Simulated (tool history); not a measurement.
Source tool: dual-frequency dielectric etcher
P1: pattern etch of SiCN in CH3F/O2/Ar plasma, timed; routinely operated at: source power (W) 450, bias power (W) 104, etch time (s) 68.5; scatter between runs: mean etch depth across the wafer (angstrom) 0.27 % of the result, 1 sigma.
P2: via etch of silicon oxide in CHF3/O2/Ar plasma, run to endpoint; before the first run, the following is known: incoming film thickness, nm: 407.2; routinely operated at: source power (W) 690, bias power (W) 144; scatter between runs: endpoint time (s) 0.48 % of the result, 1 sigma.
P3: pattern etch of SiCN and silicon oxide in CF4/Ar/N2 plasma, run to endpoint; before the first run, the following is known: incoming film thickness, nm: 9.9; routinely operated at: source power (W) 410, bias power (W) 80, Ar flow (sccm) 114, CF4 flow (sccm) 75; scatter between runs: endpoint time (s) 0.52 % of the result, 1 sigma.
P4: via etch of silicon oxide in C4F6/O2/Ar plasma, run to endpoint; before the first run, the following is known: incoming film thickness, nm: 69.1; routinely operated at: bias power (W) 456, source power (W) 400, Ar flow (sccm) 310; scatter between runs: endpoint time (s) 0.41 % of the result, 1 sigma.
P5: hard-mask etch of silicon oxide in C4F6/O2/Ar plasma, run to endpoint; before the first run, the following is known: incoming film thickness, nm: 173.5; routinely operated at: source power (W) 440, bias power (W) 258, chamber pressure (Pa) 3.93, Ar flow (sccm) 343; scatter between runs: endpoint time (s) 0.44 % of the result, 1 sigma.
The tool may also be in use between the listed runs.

run   hour  process that ran  source power (W)  bias power (W)  etch time (s)  Ar flow (sccm)  chamber pressure (Pa)  CF4 flow (sccm)  hours since the last wet clean  hours since the last source power generator calibration  hours since the last bias power generator calibration  mean etch depth across the wafer (angstrom)  endpoint time (s)
  1   12.9                P1               450             104           68.5                                                                                   135.3                                                    740.7                                                 2164.2                                       311.87
  2   21.1                P4               270             456                            310                                                                   143.5                                                    748.9                                                 2172.4                                                          18.139
  3   36.7                P1               570             104           92.5                                                                                   159.1                                                    764.5                                                   2188                                       459.95
  4   48.4                P1               450             104           68.5                                                                                   170.8                                                    776.2                                                 2199.7                                       311.45
  5   58.6                P1               450              77           68.5                                                                                     181                                                    786.4                                                 2209.9                                       279.44
  6     71                P2               690             144                                                                                                  193.4                                                    798.8                                                 2222.3                                                          212.41
        75  -- source power generator calibrated
  7   87.4                P1               450             104           68.5                                                                                   209.8                                                     12.5                                                 2238.7                                       311.84
  8   98.1                P1               450             104           68.5                                                                                   220.5                                                     23.2                                                 2249.4                                       312.51
  9  110.1                P1               450             104           68.5                                                                                   232.5                                                     35.2                                                 2261.4                                       313.23
 10    122                P5               440             258                            343                   3.93                                            244.4                                                     47.1                                                 2273.3                                                          47.562
 11  140.9                P1               450             104           44.5                                                                                   263.3                                                       66                                                 2292.2                                       201.89
 12  152.7                P1               450             104           68.5                                                                                   275.1                                                     77.8                                                   2304                                       310.71
 13  170.6                P4               400             456                            310                                                                     293                                                     95.7                                                 2321.9                                                          15.809
 14    180                P2               570             144                                                                                                  302.4                                                    105.1                                                 2331.3                                                           228.1
 15  192.2                P5               440             158                            343                   3.93                                            314.6                                                    117.3                                                 2343.5                                                           55.76
 16  203.8                P5               440             258                            343                   3.93                                            326.2                                                    128.9                                                 2355.1                                                          48.144
 17  221.3                P1               450             134           68.5                                                                                   343.7                                                    146.4                                                 2372.6                                       344.44
 18  237.4                P2               690              94                                                                                                  359.8                                                    162.5                                                 2388.7                                                          241.35
 19  249.9                P4               400             456                            310                                                                   372.3                                                      175                                                 2401.2                                                           15.81
 20  264.8                P1               290             104           68.5                                                                                   387.2                                                    189.9                                                 2416.1                                       265.96
 21  275.8                P5               300             258                            343                   3.93                                            398.2                                                    200.9                                                 2427.1                                                          55.156
 22  290.1                P3               410              80                            138                                      75                           412.5                                                    215.2                                                 2441.4                                                          12.307
 23    301                P3               410              56                            114                                      75                           423.4                                                    226.1                                                 2452.3                                                           13.52
 24  313.9                P4               400             357                            310                                                                   436.3                                                      239                                                 2465.2                                                          17.287
 25  322.6                P5               440             258                            433                   3.93                                              445                                                    247.7                                                 2473.9                                                          48.876
 26  331.5                P5               440             258                            343                   5.33                                            453.9                                                    256.6                                                 2482.8                                                          49.351
 27  346.9                P4               400             456                            425                                                                   469.3                                                      272                                                 2498.2                                                          16.375
 28  363.4                P3               490              80                            114                                      75                           485.8                                                    288.5                                                 2514.7                                                          10.303
 29  377.3                P1               450             104          101.5                                                                                   499.7                                                    302.4                                                 2528.6                                       462.36
 30  394.5                P3               410              80                            114                                      98                           516.9                                                    319.6                                                 2545.8                                                          11.521
 31  403.1                P3               410              80                            114                                      75                           525.5                                                    328.2                                                 2554.4                                                          12.133
 32  421.6                P1               620             104           68.5                                                                                     544                                                    346.7                                                 2572.9                                       351.09
 33  437.2                P1               450             104           68.5                                                                                   559.6                                                    362.3                                                 2588.5                                       311.13
 34    454                P1               450             104           68.5                                                                                   576.4                                                    379.1                                                 2605.3                                       315.31
 35  465.9                P1               450             104           68.5                                                                                   588.3                                                      391                                                 2617.2                                       315.29
 36    483                P1               450             104           68.5                                                                                   605.4                                                    408.1                                                 2634.3                                       316.05
     495.3  -- wet clean of the chamber
 37  500.4                P1               450             104           68.5                                                                                     5.1                                                    425.5                                                 2651.7                                       315.81
 38  509.2                P1               450             104           68.5                                                                                    13.9                                                    434.3                                                 2660.5                                       317.14
 39    526                P1               450             104           68.5                                                                                    30.7                                                    451.1                                                 2677.3                                       317.59
 40  536.9                P1               450             104           68.5                                                                                    41.6                                                      462                                                 2688.2                                       316.99
 41  550.1                P1               450             104           68.5                                                                                    54.8                                                    475.2                                                 2701.4                                       317.33
 42    562                P1               450             104           68.5                                                                                    66.7                                                    487.1                                                 2713.3                                       316.44

The log shows P1 creeping away from where it was. Any of the 2 causes listed here, at the size stated for it, fits the log just as well as the others:
A: bias power that arrives over what is set, % = 4.59
B: source power that arrives over what is set, % = 4.71
The drift started at roughly hour 437.2.
Each remaining cause and why it is not a fit:
chamber walls in a state that raises the etch rate, %: its service at hour 495.3 followed the start of the drift and did not put the process back to its old value

Which of the 4 check runs listed below, each an average over 2 wafers with its results shown as question marks, gives clearly different results under the different listed causes?
check 1  573.9                P4               320             456                            310                                                                                                                                                                                                                                                       ?
check 2  573.9                P3               410              56                            114                                      75                                                                                                                                                                                                               ?
check 3  573.9                P5               440             258                            399                   3.93                                                                                                                                                                                                                                ?
check 4  573.9                P2               690             122                                                                                                                                                                                                                                                                                      ?

Check results expected under each cause:
  check             result    if A    if B
check 1  endpoint time (s)  16.879  16.875
check 2  endpoint time (s)  13.359  13.014
check 3  endpoint time (s)   47.73  47.616
check 4  endpoint time (s)  220.34  219.39
Per check, the gap between the least separated pair of causes, taken in the result that splits them most: check 1 0.02 %; check 2 2.62 %; check 3 0.24 %; check 4 0.43 %
Of the check runs offered, only check 2 discriminates between the causes; the rest would read about the same regardless of which cause applies.

The results of check 2 are: endpoint time (s) 13.075. Based on these, which of the listed causes is it?

Of the candidate causes, it is B: source power that arrives over what is set, %.
